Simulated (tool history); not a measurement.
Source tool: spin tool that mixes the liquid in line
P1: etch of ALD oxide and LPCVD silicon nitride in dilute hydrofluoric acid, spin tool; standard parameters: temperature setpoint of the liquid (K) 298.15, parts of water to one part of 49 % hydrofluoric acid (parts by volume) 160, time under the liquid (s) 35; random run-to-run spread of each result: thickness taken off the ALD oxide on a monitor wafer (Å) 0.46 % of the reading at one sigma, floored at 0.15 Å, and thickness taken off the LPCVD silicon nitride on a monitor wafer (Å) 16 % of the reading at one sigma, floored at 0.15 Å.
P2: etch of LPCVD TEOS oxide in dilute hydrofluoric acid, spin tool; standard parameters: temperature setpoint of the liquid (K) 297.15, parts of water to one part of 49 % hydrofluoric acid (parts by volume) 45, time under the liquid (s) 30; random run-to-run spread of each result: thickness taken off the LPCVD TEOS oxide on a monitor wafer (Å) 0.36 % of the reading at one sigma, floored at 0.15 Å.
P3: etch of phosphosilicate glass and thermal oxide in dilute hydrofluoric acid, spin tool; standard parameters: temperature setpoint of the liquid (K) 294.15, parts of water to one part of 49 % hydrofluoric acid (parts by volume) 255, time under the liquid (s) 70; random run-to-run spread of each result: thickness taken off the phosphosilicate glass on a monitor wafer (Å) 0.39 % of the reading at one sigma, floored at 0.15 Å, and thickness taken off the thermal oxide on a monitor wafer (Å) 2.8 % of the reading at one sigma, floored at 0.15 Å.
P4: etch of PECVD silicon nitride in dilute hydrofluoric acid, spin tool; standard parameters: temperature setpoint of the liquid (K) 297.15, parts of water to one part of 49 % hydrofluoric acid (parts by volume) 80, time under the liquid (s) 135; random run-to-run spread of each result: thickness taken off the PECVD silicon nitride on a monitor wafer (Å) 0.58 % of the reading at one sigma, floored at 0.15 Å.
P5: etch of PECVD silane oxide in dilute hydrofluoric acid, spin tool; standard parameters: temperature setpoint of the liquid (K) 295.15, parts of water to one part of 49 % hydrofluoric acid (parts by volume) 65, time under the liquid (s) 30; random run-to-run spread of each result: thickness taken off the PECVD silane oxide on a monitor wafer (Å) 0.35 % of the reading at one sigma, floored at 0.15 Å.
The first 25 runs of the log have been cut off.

run    day  process that ran  temperature setpoint of the liquid (K)  parts of water to one part of 49 % hydrofluoric acid (parts by volume)  time under the liquid (s)  thickness taken off the ALD oxide on a monitor wafer (Å)  thickness taken off the LPCVD silicon nitride on a monitor wafer (Å)  thickness taken off the LPCVD TEOS oxide on a monitor wafer (Å)  thickness taken off the PECVD silane oxide on a monitor wafer (Å)  thickness taken off the PECVD silicon nitride on a monitor wafer (Å)  thickness taken off the phosphosilicate glass on a monitor wafer (Å)  thickness taken off the thermal oxide on a monitor wafer (Å)
 26  3.867                P3                                  290.15                                                                     255                         70                                                                                                                                                                                                                                                                                                                                                                                                          193.77                                                        8.8645
 27  4.054                P1                                  298.15                                                                     260                         65                                                    56.962                                                               1.60750
 28  4.217                P1                                  298.15                                                                     160                         15                                                    23.466                                                               0.41547
 29  4.421                P4                                  304.65                                                                      80                        135                                                                                                                                                                                                                                                                                                                                   71.5590
 30  4.608                P4                                  297.15                                                                      40                        135                                                                                                                                                                                                                                                                                                                                   87.1690
 31  4.750                P1                                  298.15                                                                     160                         35                                                    56.121                                                               0.90794
 32  4.938                P1                                  298.15                                                                     160                         35                                                    58.202                                                               1.21150
 33  5.112                P1                                  298.15                                                                     160                         35                                                    59.377                                                               1.79050
 34  5.275                P1                                  298.15                                                                     160                         35                                                    60.089                                                               1.91650

Expected results for the next run?
 35  5.425                P1                                  298.15                                                                     160                         35                                                         ?                                                                     ?

{"run 35": {"thickness taken off the ALD oxide on a monitor wafer (Å)": 60.869, "thickness taken off the LPCVD silicon nitride on a monitor wafer (Å)": 1.295}}
